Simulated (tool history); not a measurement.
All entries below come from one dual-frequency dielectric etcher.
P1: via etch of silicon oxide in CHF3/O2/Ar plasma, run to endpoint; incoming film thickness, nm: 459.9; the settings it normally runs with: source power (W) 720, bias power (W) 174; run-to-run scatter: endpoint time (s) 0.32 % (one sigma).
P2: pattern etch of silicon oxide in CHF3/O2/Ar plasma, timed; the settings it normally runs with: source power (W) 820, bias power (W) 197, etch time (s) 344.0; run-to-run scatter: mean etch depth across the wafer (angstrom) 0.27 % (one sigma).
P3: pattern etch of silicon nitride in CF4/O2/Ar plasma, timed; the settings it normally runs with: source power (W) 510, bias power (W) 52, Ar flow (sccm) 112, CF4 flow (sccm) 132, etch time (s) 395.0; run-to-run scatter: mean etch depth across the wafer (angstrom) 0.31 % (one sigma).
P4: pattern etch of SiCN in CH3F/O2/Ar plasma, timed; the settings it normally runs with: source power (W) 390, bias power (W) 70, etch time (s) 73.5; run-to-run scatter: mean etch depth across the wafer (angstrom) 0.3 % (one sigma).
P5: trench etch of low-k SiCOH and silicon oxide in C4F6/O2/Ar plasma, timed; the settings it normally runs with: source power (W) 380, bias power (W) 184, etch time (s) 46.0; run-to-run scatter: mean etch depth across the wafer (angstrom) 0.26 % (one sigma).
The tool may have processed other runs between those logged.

run   hour  process that ran  source power (W)  bias power (W)  etch time (s)  Ar flow (sccm)  CF4 flow (sccm)  endpoint time (s)  mean etch depth across the wafer (angstrom)
  1   12.8                P1               720             174                                                             222.04
  2   19.9                P5               380             184           46.0                                                                                          1431.30
  3   30.4                P4               390              97           73.5                                                                                           310.64
  4   40.2                P5               380             122           46.0                                                                                          1259.10
  5   48.2                P5               380             184           46.0                                                                                          1430.00
  6   55.4                P1               720             174                                                             219.90
      62.3  -- source power generator calibrated
  7   65.3                P1               470             135                                                             282.99
  8   80.1                P3               510              52          395.0             112              132                                                         8068.50
  9   90.0                P3               510              52          395.0             112              132                                                         8083.70
 10  104.3                P4               540              70           73.5                                                                                           313.57
 11  117.6                P3               510              31          395.0             112              132                                                         6782.80
 12  127.1                P2               820             197          508.0                                                                                         11681.00
 13  139.7                P2               820             197          344.0                                                                                          7944.20
 14  155.7                P1               910             129                                                             220.37
 15  165.8                P3               640              52          395.0             112              132                                                         9774.90
 16  175.3                P3               510              52          395.0              69              132                                                         8451.80
 17  185.4                P1               720             174                                                             220.32
 18  193.9                P2              1070             197          344.0                                                                                          8790.90
 19  203.8                P5               290             184           46.0                                                                                          1288.50
 20  216.7                P1               720             174                                                             220.79
 21  226.1                P1               720             138                                                             236.79
 22  236.2                P4               390              70           73.5                                                                                           276.85
 23  249.0                P1               530             174                                                             248.95
 24  262.6                P4               390              70           40.5                                                                                           152.59
 25  271.7                P2               820             265          344.0                                                                                          8749.50
 26  288.0                P2               820             197          344.0                                                                                          7927.60
 27  302.6                P1               720             174                                                             219.44
 28  315.8                P3               510              52          395.0             112              161                                                         8288.80
 29  327.2                P3               510              52          289.5             112              132                                                         5899.70
 30  336.4                P5               380             184           63.0                                                                                          1964.70
 31  351.7                P1               910             174                                                             201.28
 32  366.2                P1               720             208                                                             207.70
 33  373.6                P1               720             174                                                             222.07
 34  385.6                P1               720             174                                                             222.66
 35  400.8                P1               720             174                                                             223.80
 36  408.8                P1               720             174                                                             222.22
 37  423.5                P1               720             174                                                             223.15
 38  432.8                P1               720             174                                                             224.33
 39  443.5                P1               720             174                                                             223.20
     446.2  -- wet clean of the chamber
 40  455.4                P1               720             174                                                             224.09
 41  463.7                P1               720             174                                                             225.26
 42  473.9                P1               720             174                                                             224.48

Expected results for the next run?
 43  483.8                P1               720             174                                                                  ?

endpoint time (s): 224.48
